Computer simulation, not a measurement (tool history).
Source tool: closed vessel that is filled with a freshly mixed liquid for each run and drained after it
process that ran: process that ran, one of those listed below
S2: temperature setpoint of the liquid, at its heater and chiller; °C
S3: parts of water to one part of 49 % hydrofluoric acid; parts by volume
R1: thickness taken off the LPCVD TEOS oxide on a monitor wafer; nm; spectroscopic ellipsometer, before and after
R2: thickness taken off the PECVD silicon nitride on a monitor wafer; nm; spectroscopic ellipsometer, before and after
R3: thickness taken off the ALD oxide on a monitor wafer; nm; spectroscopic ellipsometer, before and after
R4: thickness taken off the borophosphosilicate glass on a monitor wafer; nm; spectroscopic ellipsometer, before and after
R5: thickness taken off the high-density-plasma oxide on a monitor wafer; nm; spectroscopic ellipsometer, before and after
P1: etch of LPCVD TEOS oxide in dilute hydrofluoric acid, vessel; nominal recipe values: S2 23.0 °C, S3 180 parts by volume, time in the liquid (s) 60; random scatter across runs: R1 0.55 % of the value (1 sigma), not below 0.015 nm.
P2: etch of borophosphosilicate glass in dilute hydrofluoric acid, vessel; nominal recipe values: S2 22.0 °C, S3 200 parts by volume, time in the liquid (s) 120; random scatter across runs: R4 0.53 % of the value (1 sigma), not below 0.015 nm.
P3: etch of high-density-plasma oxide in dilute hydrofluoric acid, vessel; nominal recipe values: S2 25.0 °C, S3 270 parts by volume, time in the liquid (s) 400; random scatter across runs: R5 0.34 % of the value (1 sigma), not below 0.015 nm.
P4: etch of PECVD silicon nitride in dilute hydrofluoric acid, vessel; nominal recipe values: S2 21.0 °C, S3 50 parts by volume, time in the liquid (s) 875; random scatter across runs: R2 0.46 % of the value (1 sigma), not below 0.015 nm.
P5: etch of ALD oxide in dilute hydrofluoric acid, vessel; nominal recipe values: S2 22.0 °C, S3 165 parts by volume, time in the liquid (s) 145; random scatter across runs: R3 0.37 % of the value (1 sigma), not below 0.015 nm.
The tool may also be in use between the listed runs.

run 1 day=0.171 | process_that_ran=P1 S2=23.0 S3=180 time_in_the_liquid_(s)=60 | R1=16.4520
run 2 day=0.312 | process_that_ran=P4 S2=21.0 S3=50 time_in_the_liquid_(s)=875 | R2=45.082
run 3 day=0.604 | process_that_ran=P1 S2=23.0 S3=180 time_in_the_liquid_(s)=60 | R1=16.4910
run 4 day=0.800 | process_that_ran=P1 S2=27.5 S3=75 time_in_the_liquid_(s)=60 | R1=52.4350
run 5 day=0.929 | process_that_ran=P1 S2=17.0 S3=180 time_in_the_liquid_(s)=60 | R1=12.9800
run 6 day=1.092 | process_that_ran=P4 S2=21.0 S3=50 time_in_the_liquid_(s)=1490 | R2=76.627
run 7 day=1.350 | process_that_ran=P5 S2=27.5 S3=165 time_in_the_liquid_(s)=145 | R3=9.0022
run 8 day=1.525 | process_that_ran=P1 S2=23.0 S3=180 time_in_the_liquid_(s)=60 | R1=16.4040
run 9 day=1.679 | process_that_ran=P1 S2=23.0 S3=180 time_in_the_liquid_(s)=60 | R1=16.4850
run 10 day=1.950 | process_that_ran=P1 S2=23.0 S3=285 time_in_the_liquid_(s)=60 | R1=9.3801
run 11 day=2.183 | process_that_ran=P2 S2=22.0 S3=200 time_in_the_liquid_(s)=220 | R4=61.943
run 12 day=2.412 | process_that_ran=P1 S2=28.5 S3=180 time_in_the_liquid_(s)=60 | R1=20.4030
run 13 day=2.612 | process_that_ran=P5 S2=22.0 S3=165 time_in_the_liquid_(s)=45 | R3=2.2778
run 14 day=2.875 | process_that_ran=P1 S2=26.5 S3=180 time_in_the_liquid_(s)=110 | R1=34.3650
run 15 day=3.012 | process_that_ran=P1 S2=23.0 S3=180 time_in_the_liquid_(s)=60 | R1=16.4830
run 16 day=3.221 | process_that_ran=P3 S2=25.0 S3=385 time_in_the_liquid_(s)=400 | R5=4.3870
run 17 day=3.429 | process_that_ran=P2 S2=22.0 S3=355 time_in_the_liquid_(s)=120 | R4=16.436
run 18 day=3.571 | process_that_ran=P3 S2=25.0 S3=270 time_in_the_liquid_(s)=400 | R5=7.0405
run 19 day=3.704 | process_that_ran=P1 S2=23.0 S3=180 time_in_the_liquid_(s)=60 | R1=16.4250
run 20 day=3.979 | process_that_ran=P3 S2=25.0 S3=270 time_in_the_liquid_(s)=600 | R5=10.5430
run 21 day=4.188 | process_that_ran=P4 S2=28.5 S3=50 time_in_the_liquid_(s)=875 | R2=74.075
run 22 day=4.471 | process_that_ran=P2 S2=27.0 S3=200 time_in_the_liquid_(s)=120 | R4=40.865
run 23 day=4.633 | process_that_ran=P4 S2=21.0 S3=70 time_in_the_liquid_(s)=875 | R2=32.393
run 24 day=4.892 | process_that_ran=P5 S2=22.0 S3=165 time_in_the_liquid_(s)=145 | R3=7.3697
run 25 day=5.017 | process_that_ran=P1 S2=23.0 S3=85 time_in_the_liquid_(s)=60 | R1=38.7190
run 26 day=5.188 | process_that_ran=P3 S2=17.0 S3=270 time_in_the_liquid_(s)=400 | R5=5.2475
run 27 day=5.333 | process_that_ran=P2 S2=22.0 S3=200 time_in_the_liquid_(s)=120 | R4=34.307
run 28 day=5.600 | process_that_ran=P5 S2=22.0 S3=165 time_in_the_liquid_(s)=145 | R3=7.2794
run 29 day=5.821 | process_that_ran=P1 S2=23.0 S3=180 time_in_the_liquid_(s)=30 | R1=8.1558
run 30 day=5.988 | process_that_ran=P1 S2=23.0 S3=180 time_in_the_liquid_(s)=105 | R1=28.8480
run 31 day=6.258 | process_that_ran=P1 S2=23.0 S3=180 time_in_the_liquid_(s)=60 | R1=16.3130
run 32 day=6.488 | process_that_ran=P5 S2=22.0 S3=270 time_in_the_liquid_(s)=145 | R3=4.0027
run 33 day=6.754 | process_that_ran=P1 S2=23.0 S3=180 time_in_the_liquid_(s)=60 | R1=16.3150
run 34 day=6.900 | process_that_ran=P1 S2=23.0 S3=180 time_in_the_liquid_(s)=60 | R1=16.6740
run 35 day=7.171 | process_that_ran=P1 S2=23.0 S3=180 time_in_the_liquid_(s)=60 | R1=17.1790
run 36 day=7.346 | process_that_ran=P1 S2=23.0 S3=180 time_in_the_liquid_(s)=60 | R1=17.1990
run 37 day=7.512 | process_that_ran=P1 S2=23.0 S3=180 time_in_the_liquid_(s)=60 | R1=17.3730
run 38 day=7.692 | process_that_ran=P1 S2=23.0 S3=180 time_in_the_liquid_(s)=60 | R1=17.4950
run 39 day=7.967 | process_that_ran=P1 S2=23.0 S3=180 time_in_the_liquid_(s)=60 | R1=17.3650
run 40 day=8.229 | process_that_ran=P1 S2=23.0 S3=180 time_in_the_liquid_(s)=60 | R1=17.7130
run 41 day=8.492 | process_that_ran=P1 S2=23.0 S3=180 time_in_the_liquid_(s)=60 | R1=17.6140

P1 no longer gives what it gave before; its output has crept away from where it was. The following 2 causes, each at its listed size, fit the log equally well:
A: hydrofluoric acid flow above the setpoint (%) = 5.67
B: liquid hotter than its thermometer reads (K) = 1.75
At approximately day 6.754, the process output began to creep.

4 check runs are offered, one wafer each, their results left as question marks. Which one tells the causes apart?
run check 1 day=8.754 | process_that_ran=P2 S2=26.5 S3=200 time_in_the_liquid_(s)=120 | R4=?
run check 2 day=8.754 | process_that_ran=P3 S2=18.0 S3=270 time_in_the_liquid_(s)=400 | R5=?
run check 3 day=8.754 | process_that_ran=P4 S2=28.5 S3=50 time_in_the_liquid_(s)=875 | R2=?
run check 4 day=8.754 | process_that_ran=P5 S2=22.0 S3=225 time_in_the_liquid_(s)=145 | R3=?

Predicted outcomes, by check and by cause:
check=check_1 result=R4 if_A=42.995 if_B=42.775
check=check_2 result=R5 if_A=5.8220 if_B=5.8097
check=check_3 result=R2 if_A=78.354 if_B=83.123
check=check_4 result=R3 if_A=5.4130 if_B=5.3977
Per-check spread between the two closest causes, in the result where they differ most: check 1 0.51 %; check 2 0.21 %; check 3 5.91 %; check 4 0.28 %
Check 3 distinguishes between the causes, while the remaining checks would return nearly the same result for all of them.

Check 3 has now been run. It gave: R2 83.717 nm. Which of the candidate causes is it?

B is the cause: liquid hotter than its thermometer reads (K).
